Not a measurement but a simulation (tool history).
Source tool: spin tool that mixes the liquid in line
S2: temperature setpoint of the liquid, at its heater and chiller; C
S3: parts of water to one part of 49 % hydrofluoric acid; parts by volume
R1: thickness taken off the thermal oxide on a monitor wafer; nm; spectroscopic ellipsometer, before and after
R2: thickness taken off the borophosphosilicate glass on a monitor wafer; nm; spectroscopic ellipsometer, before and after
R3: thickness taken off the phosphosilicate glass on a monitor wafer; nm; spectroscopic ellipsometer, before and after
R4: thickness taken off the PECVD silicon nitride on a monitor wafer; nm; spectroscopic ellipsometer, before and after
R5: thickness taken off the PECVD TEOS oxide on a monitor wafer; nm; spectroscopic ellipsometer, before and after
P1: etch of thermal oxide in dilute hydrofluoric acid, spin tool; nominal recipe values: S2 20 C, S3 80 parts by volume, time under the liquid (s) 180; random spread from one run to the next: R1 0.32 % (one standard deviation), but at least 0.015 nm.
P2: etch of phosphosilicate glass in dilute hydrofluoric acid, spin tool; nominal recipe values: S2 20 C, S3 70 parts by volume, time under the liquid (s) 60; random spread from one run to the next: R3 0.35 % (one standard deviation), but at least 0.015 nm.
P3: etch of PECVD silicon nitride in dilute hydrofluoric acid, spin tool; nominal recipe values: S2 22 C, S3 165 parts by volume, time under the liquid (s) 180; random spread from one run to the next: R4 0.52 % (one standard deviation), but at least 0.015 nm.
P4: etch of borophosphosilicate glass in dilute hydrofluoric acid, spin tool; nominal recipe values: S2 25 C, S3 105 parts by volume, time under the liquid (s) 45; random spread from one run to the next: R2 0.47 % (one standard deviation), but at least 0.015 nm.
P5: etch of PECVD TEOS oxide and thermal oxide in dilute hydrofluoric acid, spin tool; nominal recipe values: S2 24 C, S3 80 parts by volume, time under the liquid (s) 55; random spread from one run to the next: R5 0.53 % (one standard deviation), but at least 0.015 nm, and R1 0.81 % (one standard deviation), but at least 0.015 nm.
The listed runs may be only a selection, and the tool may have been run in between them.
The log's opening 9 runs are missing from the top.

{"run": 10, "hour": 80.6, "process that ran": "P5", "S2": 24, "S3": 80, "time under the liquid (s)": 55, "R1": 3.3687, "R5": 10.016}
{"run": 11, "hour": 88.4, "process that ran": "P5", "S2": 17, "S3": 80, "time under the liquid (s)": 55, "R1": 2.5118, "R5": 7.4621}
{"run": 12, "hour": 95.6, "process that ran": "P1", "S2": 17, "S3": 80, "time under the liquid (s)": 270, "R1": 12.542}
{"run": 13, "hour": 101.2, "process that ran": "P1", "S2": 20, "S3": 30, "time under the liquid (s)": 180, "R1": 26.661}
{"run": 14, "hour": 109.1, "process that ran": "P1", "S2": 20, "S3": 80, "time under the liquid (s)": 180, "R1": 9.3815}
{"run": 15, "hour": 119.3, "process that ran": "P1", "S2": 20, "S3": 80, "time under the liquid (s)": 180, "R1": 9.423}
{"run": 16, "hour": 126.5, "process that ran": "P1", "S2": 20, "S3": 80, "time under the liquid (s)": 70, "R1": 3.6488}
{"run": 17, "hour": 132.0, "process that ran": "P1", "S2": 25.5, "S3": 80, "time under the liquid (s)": 180, "R1": 11.789}
{"run": 18, "hour": 141.0, "process that ran": "P2", "S2": 17, "S3": 70, "time under the liquid (s)": 60, "R3": 45.365}
{"run": 19, "hour": 152.7, "process that ran": "P3", "S2": 22, "S3": 80, "time under the liquid (s)": 180, "R4": 10.987}
{"run": 20, "hour": 163.4, "process that ran": "P5", "S2": 24, "S3": 80, "time under the liquid (s)": 15, "R1": 0.91964, "R5": 2.7144}

Expected results for the next run?
{"run": 21, "hour": 175.6, "process that ran": "P4", "S2": 25, "S3": 105, "time under the liquid (s)": 45, "R2": "?"}

R2: 29.687 nm
